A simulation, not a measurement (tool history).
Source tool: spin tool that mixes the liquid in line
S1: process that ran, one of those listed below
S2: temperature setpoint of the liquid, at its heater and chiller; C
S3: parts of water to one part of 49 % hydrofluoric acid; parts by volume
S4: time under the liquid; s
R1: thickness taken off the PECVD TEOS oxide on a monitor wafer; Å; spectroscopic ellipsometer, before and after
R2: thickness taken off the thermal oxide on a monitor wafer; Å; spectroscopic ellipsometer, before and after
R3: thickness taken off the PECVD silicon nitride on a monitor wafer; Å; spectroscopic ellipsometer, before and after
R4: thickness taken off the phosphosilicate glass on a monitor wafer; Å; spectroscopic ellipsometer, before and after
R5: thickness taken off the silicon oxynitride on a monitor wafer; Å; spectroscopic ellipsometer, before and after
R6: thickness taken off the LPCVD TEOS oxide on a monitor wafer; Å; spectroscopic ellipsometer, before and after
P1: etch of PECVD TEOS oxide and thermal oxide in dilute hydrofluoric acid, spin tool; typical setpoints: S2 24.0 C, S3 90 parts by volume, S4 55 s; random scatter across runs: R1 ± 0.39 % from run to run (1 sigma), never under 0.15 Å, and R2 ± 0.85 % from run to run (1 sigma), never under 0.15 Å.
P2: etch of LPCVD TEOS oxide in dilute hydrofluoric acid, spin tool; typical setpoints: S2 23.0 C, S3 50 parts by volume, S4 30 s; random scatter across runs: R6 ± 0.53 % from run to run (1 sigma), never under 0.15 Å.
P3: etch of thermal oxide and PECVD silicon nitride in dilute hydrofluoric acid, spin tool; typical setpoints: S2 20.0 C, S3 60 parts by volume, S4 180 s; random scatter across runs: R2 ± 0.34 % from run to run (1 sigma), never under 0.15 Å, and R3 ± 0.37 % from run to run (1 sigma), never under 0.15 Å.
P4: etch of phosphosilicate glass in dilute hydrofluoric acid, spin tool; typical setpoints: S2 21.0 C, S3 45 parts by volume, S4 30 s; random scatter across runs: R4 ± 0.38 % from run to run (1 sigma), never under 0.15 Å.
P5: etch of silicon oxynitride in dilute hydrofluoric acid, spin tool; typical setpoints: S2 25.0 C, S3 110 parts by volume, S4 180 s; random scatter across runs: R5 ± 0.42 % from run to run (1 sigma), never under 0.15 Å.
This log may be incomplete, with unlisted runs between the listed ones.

{"run": 1, "hour": 5.8, "S1": "P1", "S2": 24.0, "S3": 90, "S4": 55, "R1": 52.544, "R2": 29.937}
{"run": 2, "hour": 16.9, "S1": "P1", "S2": 24.0, "S3": 90, "S4": 55, "R1": 52.319, "R2": 29.393}
{"run": 3, "hour": 29.5, "S1": "P3", "S2": 24.0, "S3": 60, "S4": 180, "R2": 150.99, "R3": 94.853}
{"run": 4, "hour": 35.3, "S1": "P1", "S2": 24.0, "S3": 160, "S4": 55, "R1": 27.032, "R2": 15.597}
{"run": 5, "hour": 42.8, "S1": "P1", "S2": 24.0, "S3": 90, "S4": 55, "R1": 52.389, "R2": 30.088}
{"run": 6, "hour": 50.3, "S1": "P3", "S2": 20.0, "S3": 60, "S4": 180, "R2": 127.91, "R3": 71.919}
{"run": 7, "hour": 58.1, "S1": "P1", "S2": 24.0, "S3": 90, "S4": 110, "R1": 104.01, "R2": 59.452}
{"run": 8, "hour": 67.6, "S1": "P4", "S2": 21.0, "S3": 45, "S4": 30, "R4": 417.05}
{"run": 9, "hour": 79.0, "S1": "P1", "S2": 24.0, "S3": 45, "S4": 55, "R1": 111.47, "R2": 63.165}
{"run": 10, "hour": 87.1, "S1": "P4", "S2": 26.0, "S3": 45, "S4": 30, "R4": 515.63}
{"run": 11, "hour": 95.9, "S1": "P5", "S2": 25.0, "S3": 110, "S4": 15, "R5": 4.7189}
{"run": 12, "hour": 101.8, "S1": "P5", "S2": 30.0, "S3": 110, "S4": 180, "R5": 71.086}
{"run": 13, "hour": 110.4, "S1": "P5", "S2": 25.0, "S3": 110, "S4": 180, "R5": 56.162}
{"run": 14, "hour": 120.6, "S1": "P2", "S2": 17.0, "S3": 50, "S4": 30, "R6": 212.68}
{"run": 15, "hour": 129.1, "S1": "P1", "S2": 24.0, "S3": 90, "S4": 15, "R1": 14.184, "R2": 8.4012}
{"run": 16, "hour": 141.7, "S1": "P1", "S2": 24.0, "S3": 90, "S4": 55, "R1": 52.175, "R2": 29.771}
{"run": 17, "hour": 152.4, "S1": "P1", "S2": 31.0, "S3": 90, "S4": 80, "R1": 99.948, "R2": 57.302}
{"run": 18, "hour": 162.1, "S1": "P1", "S2": 17.0, "S3": 90, "S4": 55, "R1": 39.389, "R2": 22.481}
{"run": 19, "hour": 174.9, "S1": "P2", "S2": 23.0, "S3": 25, "S4": 30, "R6": 568.12}
{"run": 20, "hour": 187.2, "S1": "P1", "S2": 28.5, "S3": 160, "S4": 55, "R1": 32.262, "R2": 18.442}
{"run": 21, "hour": 198.7, "S1": "P2", "S2": 23.0, "S3": 50, "S4": 15, "R6": 137.68}
{"run": 22, "hour": 210.8, "S1": "P3", "S2": 20.0, "S3": 60, "S4": 180, "R2": 127.6, "R3": 72.423}
{"run": 23, "hour": 223.4, "S1": "P1", "S2": 19.5, "S3": 90, "S4": 85, "R1": 66.516, "R2": 37.997}
{"run": 24, "hour": 235.2, "S1": "P1", "S2": 32.5, "S3": 90, "S4": 55, "R1": 72.763, "R2": 40.723}
{"run": 25, "hour": 248.0, "S1": "P3", "S2": 20.0, "S3": 85, "S4": 180, "R2": 87.779, "R3": 50.989}
{"run": 26, "hour": 256.6, "S1": "P5", "S2": 25.0, "S3": 45, "S4": 180, "R5": 146.53}
{"run": 27, "hour": 263.7, "S1": "P4", "S2": 21.0, "S3": 45, "S4": 55, "R4": 766.94}
{"run": 28, "hour": 275.6, "S1": "P4", "S2": 21.0, "S3": 20, "S4": 30, "R4": 975.82}
{"run": 29, "hour": 283.3, "S1": "P2", "S2": 23.0, "S3": 50, "S4": 30, "R6": 272.17}
{"run": 30, "hour": 292.4, "S1": "P4", "S2": 21.0, "S3": 45, "S4": 30, "R4": 420.69}
{"run": 31, "hour": 305.5, "S1": "P3", "S2": 20.0, "S3": 60, "S4": 310, "R2": 219.99, "R3": 123.59}
{"run": 32, "hour": 314.0, "S1": "P1", "S2": 24.0, "S3": 90, "S4": 55, "R1": 52.054, "R2": 29.456}
{"run": 33, "hour": 320.9, "S1": "P5", "S2": 25.0, "S3": 110, "S4": 180, "R5": 56.384}
{"run": 34, "hour": 330.1, "S1": "P1", "S2": 24.0, "S3": 90, "S4": 55, "R1": 51.91, "R2": 29.498}
{"run": 35, "hour": 337.0, "S1": "P1", "S2": 24.0, "S3": 90, "S4": 55, "R1": 53.525, "R2": 30.358}
{"run": 36, "hour": 344.5, "S1": "P1", "S2": 24.0, "S3": 90, "S4": 55, "R1": 54.518, "R2": 31.145}
{"run": 37, "hour": 351.0, "S1": "P1", "S2": 24.0, "S3": 90, "S4": 55, "R1": 54.951, "R2": 31.28}
{"run": 38, "hour": 361.5, "S1": "P1", "S2": 24.0, "S3": 90, "S4": 55, "R1": 55.535, "R2": 31.668}
{"run": 39, "hour": 370.1, "S1": "P1", "S2": 24.0, "S3": 90, "S4": 55, "R1": 55.564, "R2": 31.801}
{"run": 40, "hour": 382.3, "S1": "P1", "S2": 24.0, "S3": 90, "S4": 55, "R1": 56.354, "R2": 32.287}
{"run": 41, "hour": 389.1, "S1": "P1", "S2": 24.0, "S3": 90, "S4": 55, "R1": 56.439, "R2": 32.021}
{"run": 42, "hour": 398.6, "S1": "P1", "S2": 24.0, "S3": 90, "S4": 55, "R1": 56.697, "R2": 31.273}

Compared with where it was, what P1 gives has crept away. Each cause listed below fits the log as well as the rest, at the size given for it:
A: hydrofluoric acid flow above the setpoint (%) = 7.02
B: liquid hotter than its thermometer reads (K) = 1.91
The onset of the drift is placed at about hour 330.1.

Of the 4 check runs listed below, each run on one wafer and each result written as a question mark, which would let you distinguish the listed causes because they would give clearly different results?
{"run": "check 1", "hour": 408.1, "S1": "P2", "S2": 17.0, "S3": 50, "S4": 30, "R6": "?"}
{"run": "check 2", "hour": 408.1, "S1": "P4", "S2": 21.0, "S3": 45, "S4": 50, "R4": "?"}
{"run": "check 3", "hour": 408.1, "S1": "P5", "S2": 29.5, "S3": 110, "S4": 15, "R5": "?"}
{"run": "check 4", "hour": 408.1, "S1": "P3", "S2": 24.0, "S3": 60, "S4": 180, "R2": "?", "R3": "?"}

If the cause were each of the candidates in turn, the checks would give the following:
check=check_1 result=R6 if_A=227.63 if_B=230.13
check=check_2 result=R4 if_A=747.58 if_B=754.13
check=check_3 result=R5 if_A=6.2489 if_B=6.3090
check=check_4 result=R2 if_A=162.4000 if_B=163.1000
check=check_4 result=R3 if_A=101.030 if_B=107.350
Separation of the two closest causes in each check, using whichever result separates them best: check 1 1.09 %; check 2 0.87 %; check 3 0.96 %; check 4 6.06 %
Check 4 distinguishes between the causes, while the remaining checks would return nearly the same result for all of them.

Check 4 was carried out, with these results: R2 162.9700 Å; R3 107.640 Å. Which of the listed causes is responsible?

B is the cause: liquid hotter than its thermometer reads (K).
